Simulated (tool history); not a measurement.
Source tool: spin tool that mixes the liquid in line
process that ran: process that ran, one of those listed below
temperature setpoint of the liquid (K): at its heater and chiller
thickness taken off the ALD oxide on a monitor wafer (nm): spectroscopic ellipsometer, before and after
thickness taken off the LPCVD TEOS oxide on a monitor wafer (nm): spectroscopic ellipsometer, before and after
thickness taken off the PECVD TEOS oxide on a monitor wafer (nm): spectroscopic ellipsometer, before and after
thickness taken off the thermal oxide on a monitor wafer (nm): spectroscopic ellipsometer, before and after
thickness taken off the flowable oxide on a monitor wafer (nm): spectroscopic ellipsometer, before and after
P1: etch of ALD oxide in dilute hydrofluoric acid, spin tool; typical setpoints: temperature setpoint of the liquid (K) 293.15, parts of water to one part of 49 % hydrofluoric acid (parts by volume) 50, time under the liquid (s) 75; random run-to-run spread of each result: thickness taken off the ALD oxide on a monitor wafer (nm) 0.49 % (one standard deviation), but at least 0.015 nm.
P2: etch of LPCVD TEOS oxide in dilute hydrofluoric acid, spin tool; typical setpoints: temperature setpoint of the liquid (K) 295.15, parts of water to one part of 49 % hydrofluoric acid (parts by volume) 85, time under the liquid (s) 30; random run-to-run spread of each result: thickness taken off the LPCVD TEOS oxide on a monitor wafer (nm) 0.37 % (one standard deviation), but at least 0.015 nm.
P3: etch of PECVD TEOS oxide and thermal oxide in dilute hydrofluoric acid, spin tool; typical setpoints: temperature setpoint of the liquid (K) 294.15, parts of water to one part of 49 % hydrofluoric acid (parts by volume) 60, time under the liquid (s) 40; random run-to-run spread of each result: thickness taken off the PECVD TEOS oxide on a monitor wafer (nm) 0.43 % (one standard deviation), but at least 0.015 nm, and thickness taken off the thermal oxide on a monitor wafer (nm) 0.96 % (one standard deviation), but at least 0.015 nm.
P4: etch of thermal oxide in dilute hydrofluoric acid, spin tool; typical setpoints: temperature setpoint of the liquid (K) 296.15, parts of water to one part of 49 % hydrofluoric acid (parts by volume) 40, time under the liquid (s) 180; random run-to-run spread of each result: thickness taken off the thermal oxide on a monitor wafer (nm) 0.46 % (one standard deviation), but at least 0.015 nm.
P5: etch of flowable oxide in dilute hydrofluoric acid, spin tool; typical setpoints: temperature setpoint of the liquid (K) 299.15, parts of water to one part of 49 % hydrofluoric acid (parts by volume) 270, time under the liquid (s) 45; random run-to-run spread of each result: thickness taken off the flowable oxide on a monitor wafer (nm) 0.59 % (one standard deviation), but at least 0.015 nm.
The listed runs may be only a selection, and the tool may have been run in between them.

| run | hour | process that ran | temperature setpoint of the liquid (K) | parts of water to one part of 49 % hydrofluoric acid (parts by volume) | time under the liquid (s) | thickness taken off the ALD oxide on a monitor wafer (nm) | thickness taken off the LPCVD TEOS oxide on a monitor wafer (nm) | thickness taken off the PECVD TEOS oxide on a monitor wafer (nm) | thickness taken off the thermal oxide on a monitor wafer (nm) | thickness taken off the flowable oxide on a monitor wafer (nm) |
|---|---|---|---|---|---|---|---|---|---|---|
| 1 | 13.7 | P1 | 293.15 | 50 | 75 | 13.798 |  |  |  |  |
| 2 | 29.5 | P2 | 299.65 | 85 | 30 |  | 9.9896 |  |  |  |
| 3 | 41.3 | P1 | 297.65 | 50 | 75 | 16.672 |  |  |  |  |
|  | 50.6 | hydrofluoric acid flow meter replaced |
| 4 | 53.1 | P3 | 290.65 | 60 | 40 |  |  | 10.041 | 2.4814 |  |
| 5 | 65.9 | P1 | 293.15 | 50 | 125 | 22.988 |  |  |  |  |
| 6 | 76.3 | P4 | 296.15 | 60 | 180 |  |  |  | 13.974 |  |
| 7 | 90.3 | P2 | 295.15 | 85 | 30 |  | 8.3921 |  |  |  |
| 8 | 100.5 | P1 | 290.15 | 50 | 75 | 12.152 |  |  |  |  |
| 9 | 115.2 | P4 | 296.15 | 40 | 65 |  |  |  | 7.6152 |  |
| 10 | 127.7 | P1 | 293.15 | 50 | 25 | 4.5879 |  |  |  |  |
| 11 | 136.9 | P4 | 296.15 | 40 | 180 |  |  |  | 21.379 |  |
| 12 | 145.4 | P5 | 299.15 | 270 | 45 |  |  |  |  | 5.5208 |
| 13 | 157.8 | P4 | 296.15 | 40 | 180 |  |  |  | 21.143 |  |
| 14 | 172.1 | P5 | 299.15 | 270 | 75 |  |  |  |  | 9.2281 |
| 15 | 183.7 | P1 | 293.15 | 50 | 75 | 13.69 |  |  |  |  |
| 16 | 194.5 | P2 | 295.15 | 85 | 15 |  | 4.1565 |  |  |  |
| 17 | 203.7 | P5 | 294.15 | 270 | 45 |  |  |  |  | 4.6315 |
| 18 | 214.4 | P1 | 297.65 | 20 | 75 | 43.359 |  |  |  |  |
| 19 | 227.7 | P5 | 299.15 | 475 | 45 |  |  |  |  | 2.6032 |
| 20 | 237 | P3 | 294.15 | 25 | 40 |  |  | 29.325 | 7.1433 |  |
| 21 | 249.5 | P1 | 293.15 | 50 | 75 | 13.794 |  |  |  |  |
| 22 | 265.2 | P4 | 301.65 | 40 | 180 |  |  |  | 26.449 |  |
| 23 | 280.8 | P1 | 293.15 | 20 | 75 | 35.549 |  |  |  |  |
| 24 | 291.7 | P1 | 293.15 | 50 | 75 | 13.759 |  |  |  |  |
| 25 | 303.8 | P3 | 294.15 | 60 | 60 |  |  | 17.529 | 4.3257 |  |
| 26 | 313.7 | P3 | 294.15 | 60 | 40 |  |  | 11.686 | 2.8139 |  |
| 27 | 324 | P1 | 293.15 | 50 | 75 | 13.892 |  |  |  |  |
| 28 | 334.6 | P1 | 293.15 | 75 | 75 | 8.9809 |  |  |  |  |
| 29 | 346.7 | P2 | 295.15 | 35 | 30 |  | 21.535 |  |  |  |
| 30 | 360.4 | P1 | 298.15 | 25 | 75 | 35.265 |  |  |  |  |
| 31 | 373.1 | P3 | 294.15 | 60 | 40 |  |  | 11.697 | 2.8735 |  |
| 32 | 384.6 | P1 | 293.15 | 50 | 75 | 13.738 |  |  |  |  |
| 33 | 400 | P1 | 293.15 | 50 | 75 | 13.828 |  |  |  |  |
| 34 | 408.7 | P1 | 293.15 | 50 | 75 | 13.958 |  |  |  |  |
| 35 | 424 | P1 | 293.15 | 50 | 75 | 14.412 |  |  |  |  |
| 36 | 433.9 | P1 | 293.15 | 50 | 75 | 14.631 |  |  |  |  |
| 37 | 446 | P1 | 293.15 | 50 | 75 | 14.649 |  |  |  |  |
| 38 | 461.3 | P1 | 293.15 | 50 | 75 | 14.937 |  |  |  |  |
| 39 | 474.8 | P1 | 293.15 | 50 | 75 | 14.976 |  |  |  |  |
| 40 | 484 | P1 | 293.15 | 50 | 75 | 15.014 |  |  |  |  |
| 41 | 496.4 | P1 | 293.15 | 50 | 75 | 15.033 |  |  |  |  |
| 42 | 507.9 | P1 | 293.15 | 50 | 75 | 15.01 |  |  |  |  |
| 43 | 515.4 | P1 | 293.15 | 50 | 75 | 15.002 |  |  |  |  |

Something has made what P1 gives creep away from where it was; the 2 causes below, each at its own stated size, fit the log equally well:
A: liquid hotter than its thermometer reads (K) = 2.05
B: hydrofluoric acid flow above the setpoint (%) = 8.47
Creep in the process output first set in at about hour 400.

Consider the 4 check runs below, whose results appear as question marks and each of which averages 2 wafers. Which one distinguishes the causes, in that each cause would give it a clearly different result?
| check 1 | 522.9 | P5 | 299.15 | 270 | 45 |  |  |  |  | ? |
| check 2 | 522.9 | P4 | 296.15 | 40 | 180 |  |  |  | ? |  |
| check 3 | 522.9 | P2 | 295.15 | 85 | 30 |  | ? |  |  |  |
| check 4 | 522.9 | P3 | 294.15 | 60 | 40 |  |  | ? | ? |  |

If the cause were each of the candidates in turn, the checks would give the following:
| check | result | if A | if B |
|---|---|---|---|
| check 1 | thickness taken off the flowable oxide on a monitor wafer (nm) | 5.9074 | 6.1097 |
| check 2 | thickness taken off the thermal oxide on a monitor wafer (nm) | 23.096 | 23.102 |
| check 3 | thickness taken off the LPCVD TEOS oxide on a monitor wafer (nm) | 9.0728 | 9.1321 |
| check 4 | thickness taken off the PECVD TEOS oxide on a monitor wafer (nm) | 12.715 | 12.741 |
| check 4 | thickness taken off the thermal oxide on a monitor wafer (nm) | 3.0988 | 3.1052 |
Per-check spread between the two closest causes, in the result where they differ most: check 1 3.37 %; check 2 0.03 %; check 3 0.65 %; check 4 0.21 %
The other checks would show nearly matching results whichever cause is true, so check 1 is the only one that separates the causes.

After running check 1, the following was obtained: thickness taken off the flowable oxide on a monitor wafer (nm) 6.1741. Which cause does this point to?

The cause is B: hydrofluoric acid flow above the setpoint (%).
